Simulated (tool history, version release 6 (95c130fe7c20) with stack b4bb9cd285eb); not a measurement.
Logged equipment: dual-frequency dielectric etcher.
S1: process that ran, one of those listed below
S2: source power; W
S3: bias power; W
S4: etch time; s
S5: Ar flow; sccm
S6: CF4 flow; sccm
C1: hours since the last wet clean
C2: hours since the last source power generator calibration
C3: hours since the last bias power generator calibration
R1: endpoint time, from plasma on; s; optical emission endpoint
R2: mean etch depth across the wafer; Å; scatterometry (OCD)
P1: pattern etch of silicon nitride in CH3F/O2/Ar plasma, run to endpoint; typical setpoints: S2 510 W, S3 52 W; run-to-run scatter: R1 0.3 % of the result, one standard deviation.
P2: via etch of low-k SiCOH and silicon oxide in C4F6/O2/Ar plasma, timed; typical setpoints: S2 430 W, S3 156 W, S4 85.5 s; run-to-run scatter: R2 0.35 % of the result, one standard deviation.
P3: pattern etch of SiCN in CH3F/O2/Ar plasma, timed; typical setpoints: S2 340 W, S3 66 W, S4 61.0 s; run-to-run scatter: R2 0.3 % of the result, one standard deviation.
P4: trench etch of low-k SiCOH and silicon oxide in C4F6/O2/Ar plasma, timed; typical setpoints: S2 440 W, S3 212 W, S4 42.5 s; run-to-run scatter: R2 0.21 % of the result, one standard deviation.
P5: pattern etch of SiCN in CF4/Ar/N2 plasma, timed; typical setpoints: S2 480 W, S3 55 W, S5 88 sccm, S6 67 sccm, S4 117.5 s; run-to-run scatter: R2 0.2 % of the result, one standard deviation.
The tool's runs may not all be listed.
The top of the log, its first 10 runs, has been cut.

Run 11, hour 58.3: S1 P2, S2 430 W, S3 156 W, S4 85.5 s; C1 182.7; C2 1595.0; C3 2504.2. Result: R2 2393.90 Å.
Run 12, hour 63.4: S1 P1, S2 650 W, S3 33 W; C1 187.8; C2 1600.1; C3 2509.3. Result: R1 30.998 s.
At hour 69.1: bias power generator calibrated.
Run 13, hour 70.3: S1 P1, S2 350 W, S3 52 W; C1 194.7; C2 1607.0; C3 1.3. Result: R1 34.841 s.
Run 14, hour 75.4: S1 P2, S2 430 W, S3 194 W, S4 85.5 s; C1 199.8; C2 1612.1; C3 6.4. Result: R2 2557.80 Å.
Run 15, hour 81.7: S1 P2, S2 430 W, S3 156 W, S4 85.5 s; C1 206.1; C2 1618.4; C3 12.7. Result: R2 2375.20 Å.
Run 16, hour 87.2: S1 P4, S2 440 W, S3 129 W, S4 42.5 s; C1 211.6; C2 1623.9; C3 18.2. Result: R2 1284.70 Å.
Run 17, hour 92.9: S1 P1, S2 510 W, S3 52 W; C1 217.3; C2 1629.6; C3 23.9. Result: R1 30.177 s.
At hour 94.1: wet clean of the chamber.
Run 18, hour 98.7: S1 P5, S2 620 W, S3 55 W, S4 117.5 s, S5 88 sccm, S6 67 sccm; C1 4.7; C2 1635.4; C3 29.7. Result: R2 1235.40 Å.
Run 19, hour 104.1: S1 P5, S2 480 W, S3 55 W, S4 117.5 s, S5 88 sccm, S6 67 sccm; C1 10.1; C2 1640.8; C3 35.1. Result: R2 985.09 Å.
Run 20, hour 109.7: S1 P2, S2 430 W, S3 156 W, S4 118.0 s; C1 15.7; C2 1646.4; C3 40.7. Result: R2 3296.30 Å.
Run 21, hour 114.9: S1 P1, S2 510 W, S3 52 W; C1 20.9; C2 1651.6; C3 45.9. Result: R1 29.875 s.
Run 22, hour 120.5: S1 P4, S2 440 W, S3 212 W, S4 42.5 s; C1 26.5; C2 1657.2; C3 51.5. Result: R2 1493.80 Å.
Run 23, hour 127.7: S1 P1, S2 510 W, S3 64 W; C1 33.7; C2 1664.4; C3 58.7. Result: R1 27.975 s.

Run 24 comes next. What will it give?
Run 24, hour 133.8: S1 P1, S2 510 W, S3 52 W; C1 39.8; C2 1670.5; C3 64.8. Result: R1 ?.

R1: 29.981 s

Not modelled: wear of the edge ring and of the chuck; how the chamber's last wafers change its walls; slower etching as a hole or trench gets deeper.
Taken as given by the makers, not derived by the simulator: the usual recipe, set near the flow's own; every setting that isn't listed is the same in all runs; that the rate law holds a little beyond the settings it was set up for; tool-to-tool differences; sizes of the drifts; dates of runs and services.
